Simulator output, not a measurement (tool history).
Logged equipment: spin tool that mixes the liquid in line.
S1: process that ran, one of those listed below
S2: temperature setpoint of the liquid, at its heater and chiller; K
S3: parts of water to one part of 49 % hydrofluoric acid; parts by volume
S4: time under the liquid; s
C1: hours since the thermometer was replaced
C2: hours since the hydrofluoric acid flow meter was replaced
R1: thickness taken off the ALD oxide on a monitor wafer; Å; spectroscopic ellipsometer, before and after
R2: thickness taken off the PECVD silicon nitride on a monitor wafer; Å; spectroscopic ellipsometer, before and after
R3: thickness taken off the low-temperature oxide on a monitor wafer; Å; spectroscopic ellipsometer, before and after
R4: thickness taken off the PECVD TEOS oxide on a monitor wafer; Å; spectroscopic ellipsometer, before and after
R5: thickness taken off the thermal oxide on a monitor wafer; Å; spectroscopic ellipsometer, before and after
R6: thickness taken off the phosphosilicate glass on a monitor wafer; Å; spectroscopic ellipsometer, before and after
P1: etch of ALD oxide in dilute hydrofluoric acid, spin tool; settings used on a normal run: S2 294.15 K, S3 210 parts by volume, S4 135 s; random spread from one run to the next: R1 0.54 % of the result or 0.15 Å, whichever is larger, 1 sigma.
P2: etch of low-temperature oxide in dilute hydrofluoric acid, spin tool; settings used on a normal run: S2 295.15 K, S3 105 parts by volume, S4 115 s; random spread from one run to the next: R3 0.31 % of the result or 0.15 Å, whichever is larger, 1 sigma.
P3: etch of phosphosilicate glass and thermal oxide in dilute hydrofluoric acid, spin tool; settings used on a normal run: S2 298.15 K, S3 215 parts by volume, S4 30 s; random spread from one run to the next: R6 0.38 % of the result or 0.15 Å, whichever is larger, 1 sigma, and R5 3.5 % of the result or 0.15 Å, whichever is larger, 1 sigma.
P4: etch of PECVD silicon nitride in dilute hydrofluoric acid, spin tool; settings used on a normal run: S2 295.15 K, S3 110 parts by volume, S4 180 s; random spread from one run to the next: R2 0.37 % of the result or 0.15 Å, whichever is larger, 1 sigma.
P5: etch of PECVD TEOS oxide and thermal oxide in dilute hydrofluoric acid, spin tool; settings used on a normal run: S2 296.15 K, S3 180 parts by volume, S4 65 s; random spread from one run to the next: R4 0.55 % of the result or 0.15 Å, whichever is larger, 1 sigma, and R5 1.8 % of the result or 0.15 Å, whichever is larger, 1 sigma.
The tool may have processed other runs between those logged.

{"run": 1, "hour": 8.9, "S1": "P1", "S2": 294.15, "S3": 210, "S4": 135, "C1": 373.3, "C2": 153.1, "R1": 173.89}
{"run": 2, "hour": 17.7, "S1": "P4", "S2": 295.15, "S3": 110, "S4": 180, "C1": 382.1, "C2": 161.9, "R2": 60.589}
{"run": 3, "hour": 32.2, "S1": "P2", "S2": 295.15, "S3": 105, "S4": 115, "C1": 396.6, "C2": 176.4, "R3": 143.9}
{"run": 4, "hour": 42.4, "S1": "P1", "S2": 294.15, "S3": 210, "S4": 135, "C1": 406.8, "C2": 186.6, "R1": 170.43}
{"run": 5, "hour": 53.0, "S1": "P2", "S2": 295.15, "S3": 105, "S4": 15, "C1": 417.4, "C2": 197.2, "R3": 18.935}
{"run": 6, "hour": 67.5, "S1": "P1", "S2": 294.15, "S3": 210, "S4": 135, "C1": 431.9, "C2": 211.7, "R1": 170.45}
{"run": 7, "hour": 75.6, "S1": "P1", "S2": 294.15, "S3": 210, "S4": 45, "C1": 440.0, "C2": 219.8, "R1": 57.069}
{"run": 8, "hour": 86.5, "S1": "P1", "S2": 294.15, "S3": 295, "S4": 135, "C1": 450.9, "C2": 230.7, "R1": 112.69}
{"run": 9, "hour": 99.2, "S1": "P4", "S2": 295.15, "S3": 190, "S4": 180, "C1": 463.6, "C2": 243.4, "R2": 35.163}
{"run": 10, "hour": 108.2, "S1": "P1", "S2": 290.15, "S3": 210, "S4": 135, "C1": 472.6, "C2": 252.4, "R1": 145.89}
{"run": 11, "hour": 122.6, "S1": "P5", "S2": 296.15, "S3": 180, "S4": 65, "C1": 487.0, "C2": 266.8, "R4": 51.728, "R5": 15.678}
{"run": 12, "hour": 131.3, "S1": "P1", "S2": 290.15, "S3": 370, "S4": 135, "C1": 495.7, "C2": 275.5, "R1": 72.86}
{"run": 13, "hour": 138.1, "S1": "P3", "S2": 291.15, "S3": 215, "S4": 30, "C1": 502.5, "C2": 282.3, "R5": 4.3065, "R6": 194.01}
{"run": 14, "hour": 153.3, "S1": "P1", "S2": 294.15, "S3": 210, "S4": 135, "C1": 517.7, "C2": 297.5, "R1": 173.25}
{"run": 15, "hour": 165.7, "S1": "P2", "S2": 290.15, "S3": 105, "S4": 115, "C1": 530.1, "C2": 309.9, "R3": 117.34}
{"run": 16, "hour": 177.7, "S1": "P4", "S2": 295.15, "S3": 110, "S4": 95, "C1": 542.1, "C2": 321.9, "R2": 31.556}
{"run": 17, "hour": 184.9, "S1": "P5", "S2": 290.15, "S3": 180, "S4": 65, "C1": 549.3, "C2": 329.1, "R4": 40.967, "R5": 11.882}
{"run": 18, "hour": 192.9, "S1": "P2", "S2": 295.15, "S3": 180, "S4": 115, "C1": 557.3, "C2": 337.1, "R3": 77.045}
{"run": 19, "hour": 200.3, "S1": "P1", "S2": 294.15, "S3": 210, "S4": 135, "C1": 564.7, "C2": 344.5, "R1": 171.46}
{"run": 20, "hour": 210.2, "S1": "P4", "S2": 295.15, "S3": 110, "S4": 180, "C1": 574.6, "C2": 354.4, "R2": 60.394}
{"run": 21, "hour": 222.5, "S1": "P5", "S2": 296.15, "S3": 40, "S4": 65, "C1": 586.9, "C2": 366.7, "R4": 273.96, "R5": 77.307}
{"run": 22, "hour": 231.7, "S1": "P3", "S2": 298.15, "S3": 345, "S4": 30, "C1": 596.1, "C2": 375.9, "R5": 3.2091, "R6": 137.41}
{"run": 23, "hour": 246.2, "S1": "P1", "S2": 294.15, "S3": 105, "S4": 250, "C1": 610.6, "C2": 390.4, "R1": 706.01}
{"run": 24, "hour": 258.4, "S1": "P3", "S2": 298.15, "S3": 215, "S4": 30, "C1": 622.8, "C2": 402.6, "R5": 5.8298, "R6": 252.38}
{"run": 25, "hour": 272.9, "S1": "P5", "S2": 296.15, "S3": 180, "S4": 65, "C1": 637.3, "C2": 417.1, "R4": 52.365, "R5": 14.661}
{"run": 26, "hour": 285.9, "S1": "P3", "S2": 298.15, "S3": 215, "S4": 30, "C1": 650.3, "C2": 430.1, "R5": 5.9707, "R6": 251.6}
{"run": 27, "hour": 292.6, "S1": "P1", "S2": 299.65, "S3": 210, "S4": 50, "C1": 657.0, "C2": 436.8, "R1": 77.539}
{"run": 28, "hour": 306.8, "S1": "P5", "S2": 296.15, "S3": 180, "S4": 120, "C1": 671.2, "C2": 451.0, "R4": 94.319, "R5": 27.814}
{"run": 29, "hour": 317.9, "S1": "P1", "S2": 301.15, "S3": 210, "S4": 135, "C1": 682.3, "C2": 462.1, "R1": 221.62}
{"run": 30, "hour": 329.0, "S1": "P2", "S2": 295.15, "S3": 105, "S4": 115, "C1": 693.4, "C2": 473.2, "R3": 144.36}
{"run": 31, "hour": 341.6, "S1": "P1", "S2": 294.15, "S3": 50, "S4": 135, "C1": 706.0, "C2": 485.8, "R1": 865.89}
{"run": 32, "hour": 354.2, "S1": "P3", "S2": 298.15, "S3": 215, "S4": 55, "C1": 718.6, "C2": 498.4, "R5": 10.457, "R6": 461.69}
{"run": 33, "hour": 368.4, "S1": "P1", "S2": 294.15, "S3": 210, "S4": 195, "C1": 732.8, "C2": 512.6, "R1": 248.53}
{"run": 34, "hour": 376.0, "S1": "P4", "S2": 290.15, "S3": 110, "S4": 180, "C1": 740.4, "C2": 520.2, "R2": 42.791}
{"run": 35, "hour": 386.5, "S1": "P1", "S2": 294.15, "S3": 210, "S4": 135, "C1": 750.9, "C2": 530.7, "R1": 171.78}
{"run": 36, "hour": 394.9, "S1": "P1", "S2": 294.15, "S3": 210, "S4": 135, "C1": 759.3, "C2": 539.1, "R1": 175.42}
{"run": 37, "hour": 401.9, "S1": "P1", "S2": 294.15, "S3": 210, "S4": 135, "C1": 766.3, "C2": 546.1, "R1": 176.78}
{"run": 38, "hour": 411.6, "S1": "P1", "S2": 294.15, "S3": 210, "S4": 135, "C1": 776.0, "C2": 555.8, "R1": 180.71}
{"run": 39, "hour": 423.6, "S1": "P1", "S2": 294.15, "S3": 210, "S4": 135, "C1": 788.0, "C2": 567.8, "R1": 183.68}
{"run": 40, "hour": 433.3, "S1": "P1", "S2": 294.15, "S3": 210, "S4": 135, "C1": 797.7, "C2": 577.5, "R1": 184.81}
{"run": 41, "hour": 444.8, "S1": "P1", "S2": 294.15, "S3": 210, "S4": 135, "C1": 809.2, "C2": 589.0, "R1": 184.3}
{"run": 42, "hour": 457.4, "S1": "P1", "S2": 294.15, "S3": 210, "S4": 135, "C1": 821.8, "C2": 601.6, "R1": 184.69}
{"run": 43, "hour": 471.8, "S1": "P1", "S2": 294.15, "S3": 210, "S4": 135, "C1": 836.2, "C2": 616.0, "R1": 187.32}
{"run": 44, "hour": 484.9, "S1": "P1", "S2": 294.15, "S3": 210, "S4": 135, "C1": 849.3, "C2": 629.1, "R1": 187.68}
{"run": 45, "hour": 497.6, "S1": "P1", "S2": 294.15, "S3": 210, "S4": 135, "C1": 862.0, "C2": 641.8, "R1": 186.49}

P1 has crept away from where it was. The log is fitted equally well by each of these 2 causes, at the sizes shown:
A: liquid hotter than its thermometer reads (K) = 2.3
B: hydrofluoric acid flow above the setpoint (%) = 7.43
The drift started at roughly hour 386.5.

Of the 4 check runs listed below, each run on one wafer and each result written as a question mark, which would let you distinguish the listed causes because they would give clearly different results?
{"run": "check 1", "hour": 510.3, "S1": "P2", "S2": 295.15, "S3": 135, "S4": 115, "R3": "?"}
{"run": "check 2", "hour": 510.3, "S1": "P5", "S2": 292.15, "S3": 180, "S4": 65, "R4": "?", "R5": "?"}
{"run": "check 3", "hour": 510.3, "S1": "P3", "S2": 298.15, "S3": 215, "S4": 40, "R5": "?", "R6": "?"}
{"run": "check 4", "hour": 510.3, "S1": "P4", "S2": 295.15, "S3": 190, "S4": 105, "R2": "?"}

Outcome of each check run for each possible cause:
check=check_1 result=R3 if_A=118.160 if_B=117.290
check=check_2 result=R4 if_A=48.614 if_B=48.335
check=check_2 result=R5 if_A=13.9730 if_B=13.8920
check=check_3 result=R5 if_A=8.5629 if_B=8.6121
check=check_3 result=R6 if_A=366.16 if_B=368.26
check=check_4 result=R2 if_A=23.779 if_B=22.019
Smallest distance between any two causes, each pair judged by its most separating result, in per cent: check 1 0.74 %; check 2 0.58 %; check 3 0.57 %; check 4 7.69 %
Of the check runs offered, only check 4 discriminates between the causes; the rest would read about the same regardless of which cause applies.

Check 4 was then run and gave: R2 23.779 Å. Which cause is it?

The correct cause is A, namely: liquid hotter than its thermometer reads (K).
